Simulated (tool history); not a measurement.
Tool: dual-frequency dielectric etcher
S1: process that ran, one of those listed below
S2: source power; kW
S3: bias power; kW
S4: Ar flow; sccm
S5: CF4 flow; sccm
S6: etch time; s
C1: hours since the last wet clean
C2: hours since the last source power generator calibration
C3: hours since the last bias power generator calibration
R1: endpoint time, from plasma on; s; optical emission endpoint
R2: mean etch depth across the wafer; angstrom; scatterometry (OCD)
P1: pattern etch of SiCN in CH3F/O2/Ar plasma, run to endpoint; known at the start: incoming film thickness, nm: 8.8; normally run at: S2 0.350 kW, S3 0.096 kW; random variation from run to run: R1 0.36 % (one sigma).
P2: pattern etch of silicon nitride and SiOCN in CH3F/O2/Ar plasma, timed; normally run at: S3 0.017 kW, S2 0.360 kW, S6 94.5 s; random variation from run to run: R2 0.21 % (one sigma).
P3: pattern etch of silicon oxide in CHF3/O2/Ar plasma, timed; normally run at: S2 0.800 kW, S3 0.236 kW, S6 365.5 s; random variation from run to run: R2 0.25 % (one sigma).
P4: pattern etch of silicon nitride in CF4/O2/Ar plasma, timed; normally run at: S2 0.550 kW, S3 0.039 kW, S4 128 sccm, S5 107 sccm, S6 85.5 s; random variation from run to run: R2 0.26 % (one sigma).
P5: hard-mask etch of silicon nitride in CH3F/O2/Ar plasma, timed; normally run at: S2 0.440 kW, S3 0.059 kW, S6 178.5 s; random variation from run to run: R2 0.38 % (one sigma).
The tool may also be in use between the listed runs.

| run | hour | S1 | S2 | S3 | S4 | S5 | S6 | C1 | C2 | C3 | R1 | R2 |
|---|---|---|---|---|---|---|---|---|---|---|---|---|
| 1 | 9.2 | P1 | 0.350 | 0.096 |  |  |  | 265.2 | 1058.3 | 1865.1 | 21.886 |  |
| 2 | 23.6 | P4 | 0.550 | 0.047 | 128 | 107 | 85.5 | 279.6 | 1072.7 | 1879.5 |  | 1707.800 |
| 3 | 32.4 | P1 | 0.470 | 0.096 |  |  |  | 288.4 | 1081.5 | 1888.3 | 19.770 |  |
| 4 | 48.7 | P5 | 0.570 | 0.059 |  |  | 178.5 | 304.7 | 1097.8 | 1904.6 |  | 1350.900 |
| 5 | 61.0 | P1 | 0.350 | 0.096 |  |  |  | 317.0 | 1110.1 | 1916.9 | 22.015 |  |
| 6 | 75.4 | P1 | 0.280 | 0.122 |  |  |  | 331.4 | 1124.5 | 1931.3 | 21.701 |  |
| 7 | 91.5 | P4 | 0.550 | 0.039 | 180 | 107 | 85.5 | 347.5 | 1140.6 | 1947.4 |  | 1516.500 |
| 8 | 103.9 | P1 | 0.250 | 0.096 |  |  |  | 359.9 | 1153.0 | 1959.8 | 24.850 |  |
| 9 | 121.5 | P5 | 0.440 | 0.040 |  |  | 178.5 | 377.5 | 1170.6 | 1977.4 |  | 1086.500 |
| 10 | 137.4 | P4 | 0.750 | 0.039 | 128 | 107 | 85.5 | 393.4 | 1186.5 | 1993.3 |  | 2090.900 |
| 11 | 149.1 | P4 | 0.550 | 0.039 | 128 | 144 | 85.5 | 405.1 | 1198.2 | 2005.0 |  | 1666.800 |
| 12 | 167.8 | P3 | 0.800 | 0.186 |  |  | 365.5 | 423.8 | 1216.9 | 2023.7 |  | 8247.000 |
| 13 | 181.2 | P4 | 0.550 | 0.039 | 128 | 107 | 121.5 | 437.2 | 1230.3 | 2037.1 |  | 2269.300 |
| 14 | 191.3 | P1 | 0.350 | 0.123 |  |  |  | 447.3 | 1240.4 | 2047.2 | 19.931 |  |
| 15 | 201.6 | P1 | 0.350 | 0.096 |  |  |  | 457.6 | 1250.7 | 2057.5 | 21.898 |  |
| 16 | 215.9 | P3 | 0.620 | 0.236 |  |  | 365.5 | 471.9 | 1265.0 | 2071.8 |  | 8123.600 |
| 17 | 233.1 | P5 | 0.440 | 0.059 |  |  | 256.5 | 489.1 | 1282.2 | 2089.0 |  | 1754.700 |
| 18 | 248.2 | P2 | 0.360 | 0.023 |  |  | 94.5 | 504.2 | 1297.3 | 2104.1 |  | 122.140 |
| 19 | 258.3 | P3 | 0.800 | 0.236 |  |  | 365.5 | 514.3 | 1307.4 | 2114.2 |  | 8957.300 |
| 20 | 270.2 | P1 | 0.350 | 0.058 |  |  |  | 526.2 | 1319.3 | 2126.1 | 26.157 |  |
| 21 | 285.2 | P5 | 0.440 | 0.059 |  |  | 178.5 | 541.2 | 1334.3 | 2141.1 |  | 1227.800 |
| 22 | 300.8 | P2 | 0.220 | 0.017 |  |  | 94.5 | 556.8 | 1349.9 | 2156.7 |  | 89.920 |
| 23 | 317.4 | P3 | 0.800 | 0.236 |  |  | 511.5 | 573.4 | 1366.5 | 2173.3 |  | 12514.000 |
| 24 | 335.8 | P1 | 0.350 | 0.096 |  |  |  | 591.8 | 1384.9 | 2191.7 | 21.794 |  |
| 25 | 350.6 | P2 | 0.360 | 0.017 |  |  | 56.0 | 606.6 | 1399.7 | 2206.5 |  | 63.133 |
| 26 | 362.0 | P4 | 0.550 | 0.039 | 128 | 107 | 85.5 | 618.0 | 1411.1 | 2217.9 |  | 1590.100 |
| 27 | 373.9 | P1 | 0.350 | 0.096 |  |  |  | 629.9 | 1423.0 | 2229.8 | 22.101 |  |
|  | 388.0 | bias power generator calibrated |
| 28 | 391.3 | P3 | 0.800 | 0.236 |  |  | 365.5 | 647.3 | 1440.4 | 3.4 |  | 8960.200 |
| 29 | 400.9 | P4 | 0.550 | 0.039 | 128 | 107 | 85.5 | 656.9 | 1450.0 | 13.0 |  | 1601.900 |
| 30 | 410.3 | P1 | 0.350 | 0.096 |  |  |  | 666.3 | 1459.4 | 22.4 | 22.018 |  |
| 31 | 426.4 | P2 | 0.360 | 0.017 |  |  | 94.5 | 682.4 | 1475.5 | 38.5 |  | 106.860 |
| 32 | 441.2 | P1 | 0.350 | 0.096 |  |  |  | 697.2 | 1490.3 | 53.3 | 21.872 |  |
| 33 | 452.4 | P1 | 0.350 | 0.096 |  |  |  | 708.4 | 1501.5 | 64.5 | 22.115 |  |
| 34 | 470.5 | P1 | 0.350 | 0.096 |  |  |  | 726.5 | 1519.6 | 82.6 | 22.134 |  |
| 35 | 480.6 | P1 | 0.350 | 0.096 |  |  |  | 736.6 | 1529.7 | 92.7 | 22.307 |  |
| 36 | 499.9 | P1 | 0.350 | 0.096 |  |  |  | 755.9 | 1549.0 | 112.0 | 22.265 |  |
| 37 | 515.9 | P1 | 0.350 | 0.096 |  |  |  | 771.9 | 1565.0 | 128.0 | 22.284 |  |
|  | 520.3 | wet clean of the chamber |
| 38 | 531.8 | P1 | 0.350 | 0.096 |  |  |  | 11.5 | 1580.9 | 143.9 | 22.473 |  |
| 39 | 541.2 | P1 | 0.350 | 0.096 |  |  |  | 20.9 | 1590.3 | 153.3 | 22.261 |  |
| 40 | 554.7 | P1 | 0.350 | 0.096 |  |  |  | 34.4 | 1603.8 | 166.8 | 22.394 |  |
| 41 | 566.0 | P1 | 0.350 | 0.096 |  |  |  | 45.7 | 1615.1 | 178.1 | 22.397 |  |

What P1 gives has crept away from where it was. These 2 causes fit the log equally well, each at the size given:
A: bias power that arrives under what is set, % = 4.64
B: source power that arrives under what is set, % = 4.73
The creep began at about hour 441.2.
Why every other cause is out:
chamber walls in a state that lowers the etch rate, %: serviced at hour 520.3, which brought nothing back

4 check runs are offered, one wafer each, their results left as question marks. Which one tells the causes apart?
| check 1 | 577.3 | P3 | 0.800 | 0.236 |  |  | 365.5 |  |  |  |  | ? |
| check 2 | 577.3 | P5 | 0.440 | 0.059 |  |  | 178.5 |  |  |  |  | ? |
| check 3 | 577.3 | P4 | 0.550 | 0.039 | 128 | 107 | 85.5 |  |  |  |  | ? |
| check 4 | 577.3 | P2 | 0.360 | 0.017 |  |  | 94.5 |  |  |  |  | ? |

What each check would give under each cause:
| check | result | if A | if B |
|---|---|---|---|
| check 1 | R2 | 8814.100 | 8797.300 |
| check 2 | R2 | 1208.700 | 1204.700 |
| check 3 | R2 | 1568.900 | 1529.600 |
| check 4 | R2 | 104.670 | 104.970 |
How far apart the two closest causes lie, in the result that separates them most: check 1 0.19 %; check 2 0.33 %; check 3 2.54 %; check 4 0.29 %
Only check 3 tells the causes apart: in the others they would give nearly the same result.

Check 3 was then run and gave: R2 1566.400 angstrom. Which cause is it?

It is A: bias power that arrives under what is set, %.
